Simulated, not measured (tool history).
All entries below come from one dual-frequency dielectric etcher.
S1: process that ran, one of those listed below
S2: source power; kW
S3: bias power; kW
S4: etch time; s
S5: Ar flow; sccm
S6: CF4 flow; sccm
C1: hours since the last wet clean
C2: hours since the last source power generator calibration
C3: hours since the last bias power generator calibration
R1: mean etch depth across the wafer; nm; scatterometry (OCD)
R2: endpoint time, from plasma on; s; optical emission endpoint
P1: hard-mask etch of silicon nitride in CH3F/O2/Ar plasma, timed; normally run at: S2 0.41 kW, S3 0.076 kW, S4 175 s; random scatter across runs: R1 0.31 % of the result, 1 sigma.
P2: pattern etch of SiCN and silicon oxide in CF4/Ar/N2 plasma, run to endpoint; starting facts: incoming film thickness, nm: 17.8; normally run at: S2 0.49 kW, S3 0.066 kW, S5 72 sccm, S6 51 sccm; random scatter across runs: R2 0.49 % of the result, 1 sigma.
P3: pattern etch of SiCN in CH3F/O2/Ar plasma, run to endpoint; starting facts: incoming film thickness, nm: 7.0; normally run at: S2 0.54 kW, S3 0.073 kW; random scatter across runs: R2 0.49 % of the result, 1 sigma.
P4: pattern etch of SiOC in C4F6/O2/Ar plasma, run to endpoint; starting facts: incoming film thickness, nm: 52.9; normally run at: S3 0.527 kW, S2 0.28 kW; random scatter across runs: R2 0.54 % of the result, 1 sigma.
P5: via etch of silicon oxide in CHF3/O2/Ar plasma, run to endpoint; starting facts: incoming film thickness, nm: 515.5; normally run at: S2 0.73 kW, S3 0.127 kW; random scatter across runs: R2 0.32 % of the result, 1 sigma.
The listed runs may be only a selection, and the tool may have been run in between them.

run   hour  S1    S2     S3     S4  S5  S6     C1     C2      C3      R1      R2
  1    6.8  P1  0.41  0.076    175          148.7  273.7  1339.6  130.31
  2   12.7  P2  0.49  0.045         72  51  154.6  279.6  1345.5          22.958
  3   21.5  P1  0.41  0.076    175          163.4  288.4  1354.3  130.76
  4   26.2  P1  0.41  0.076    120          168.1  293.1    1359  88.855
  5   34.1  P2   0.4  0.066         72  51    176    301  1366.9          24.253
  6   42.4  P1  0.28  0.076    221          184.3  309.3  1375.2  142.16
  7   47.3  P5   0.9  0.127                 189.2  314.2  1380.1          250.27
  8   51.4  P3  0.73  0.073                 193.3  318.3  1384.2          14.664
  9   58.7  P1  0.27  0.076  250.5          200.6  325.6  1391.5  158.91
 10   63.7  P3  0.54  0.073                 205.6  330.6  1396.5          16.407
 11   67.8  P2  0.49  0.066         72  51  209.7  334.7  1400.6          20.238
 12   71.8  P1  0.41  0.101    175          213.7  338.7  1404.6  144.45
 13   80.7  P3  0.54  0.073                 222.6  347.6  1413.5          16.389
 14   84.6  P4  0.28  0.527                 226.5  351.5  1417.4          19.862
 15   91.1  P1  0.31  0.076    175            233    358  1423.9  116.95
 16   99.1  P2  0.49  0.066         72  51    241    366  1431.9          20.524
 17  104.9  P1  0.41  0.076    175          246.8  371.8  1437.7  129.97
 18  110.4  P2  0.49  0.066         72  32  252.3  377.3  1443.2          22.082
 19  115.5  P4  0.17  0.527                 257.4  382.4  1448.3          23.917
     119.3  -- wet clean of the chamber
 20  124.3  P4  0.28  0.651                   5.1  391.2  1457.1          18.531
 21  131.4  P5  0.73  0.127                  12.2  398.3  1464.2          272.71
 22  139.8  P1  0.41  0.076  244.5           20.6  406.7  1472.6  181.36
 23  148.9  P4  0.28  0.527                  29.7  415.8  1481.7          19.571
 24  155.1  P2  0.49  0.066         98  51   35.9    422  1487.9          21.294
 25  163.8  P1  0.41  0.099  119.5           44.6  430.7  1496.6  97.883
 26  169.7  P5  0.73  0.151                  50.5  436.6  1502.5          258.62
 27  175.5  P1  0.41  0.076    175           56.3  442.4  1508.3  129.51
 28  180.7  P1  0.56  0.076    175           61.5  447.6  1513.5  145.79
 29  186.9  P5  0.73  0.127                  67.7  453.8  1519.7          270.73
 30  192.9  P1  0.41  0.056    175           73.7  459.8  1525.7  117.57
 31  199.1  P3  0.54  0.044                  79.9    466  1531.9          19.269
 32  203.4  P1  0.41  0.076    175           84.2  470.3  1536.2  129.41

What will run 33 give?
 33  212.3  P1  0.41  0.076  175          93.1  479.2  1545.1   ?

R1: 131.44 nm
